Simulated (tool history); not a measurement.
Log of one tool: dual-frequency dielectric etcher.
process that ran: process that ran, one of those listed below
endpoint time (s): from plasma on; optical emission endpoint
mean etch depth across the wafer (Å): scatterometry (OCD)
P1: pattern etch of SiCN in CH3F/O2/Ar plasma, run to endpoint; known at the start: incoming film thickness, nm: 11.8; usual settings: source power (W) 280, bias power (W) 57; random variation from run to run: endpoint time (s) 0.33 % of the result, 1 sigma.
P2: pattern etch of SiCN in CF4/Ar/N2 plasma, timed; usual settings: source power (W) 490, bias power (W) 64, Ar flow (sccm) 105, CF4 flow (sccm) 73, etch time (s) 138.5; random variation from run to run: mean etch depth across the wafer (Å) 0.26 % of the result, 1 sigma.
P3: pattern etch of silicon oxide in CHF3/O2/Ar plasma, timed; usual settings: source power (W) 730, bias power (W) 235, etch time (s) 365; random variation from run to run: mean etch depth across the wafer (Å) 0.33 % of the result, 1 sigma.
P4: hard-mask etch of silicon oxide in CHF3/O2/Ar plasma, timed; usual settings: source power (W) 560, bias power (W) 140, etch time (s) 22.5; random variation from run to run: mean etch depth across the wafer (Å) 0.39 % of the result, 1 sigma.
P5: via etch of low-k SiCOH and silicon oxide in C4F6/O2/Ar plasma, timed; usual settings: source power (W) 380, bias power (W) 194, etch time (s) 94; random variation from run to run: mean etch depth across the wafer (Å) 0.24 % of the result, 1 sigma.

run	hour	process that ran	source power (W)	bias power (W)	etch time (s)	Ar flow (sccm)	CF4 flow (sccm)	endpoint time (s)	mean etch depth across the wafer (Å)
1	10.6	P1	280	57				40.227	
2	19	P5	380	194	94				2638.8
3	27.4	P5	380	194	94				2644.9
4	39.1	P1	280	35				46.901	
5	45.6	P1	350	57				36.881	
6	57.7	P2	320	64	138.5	105	73		861.72
7	67.4	P2	490	48	138.5	105	73		1144.7
8	75.6	P3	730	235	365				8230.2
9	90.6	P5	380	194	140				3928.5
10	100	P3	730	235	508.5				11413
11	112.8	P1	170	57				48.634	
12	122.7	P3	450	235	365				6811.9
13	129.7	P2	490	64	138.5	105	91		1292
14	142.4	P1	280	78				36.037	
15	150.7	P5	540	194	94				3033.5
16	162.6	P1	280	57				40.193	
17	177.1	P3	730	235	365				8207.1
18	190.8	P2	490	64	181	105	73		1639.4
19	200.8	P1	280	57				40.276	
20	210.7	P3	730	148	365				6974.1
21	223	P4	560	193	22.5				443.58
22	233.8	P4	560	140	12.5				219.84
23	245.3	P4	560	140	22.5				395.99
24	256.7	P4	710	140	22.5				435.12
25	269.7	P2	490	64	138.5	105	73		1254.1
26	277.8	P1	330	69				35.328	
27	292.1	P2	490	64	138.5	71	73		1330.3
28	304	P5	380	231	94				2796.9
29	319	P1	280	57				40.056	
30	330.2	P1	280	57				40.24	
31	336.9	P1	280	57				40.044	
32	350	P1	280	57				40.082	
33	360.1	P1	280	57				39.914	
34	370.8	P1	280	57				39.803	
35	378.5	P1	280	57				39.408	
# hour 384: wet clean of the chamber
36	391.8	P1	280	57				39.58	
37	401.9	P1	280	57				39.513	
38	408.5	P1	280	57				39.626	

The next listed run, before its measurement:
39	417.3	P1	280	57				?	

Run 39 gave endpoint time (s) 39.423.

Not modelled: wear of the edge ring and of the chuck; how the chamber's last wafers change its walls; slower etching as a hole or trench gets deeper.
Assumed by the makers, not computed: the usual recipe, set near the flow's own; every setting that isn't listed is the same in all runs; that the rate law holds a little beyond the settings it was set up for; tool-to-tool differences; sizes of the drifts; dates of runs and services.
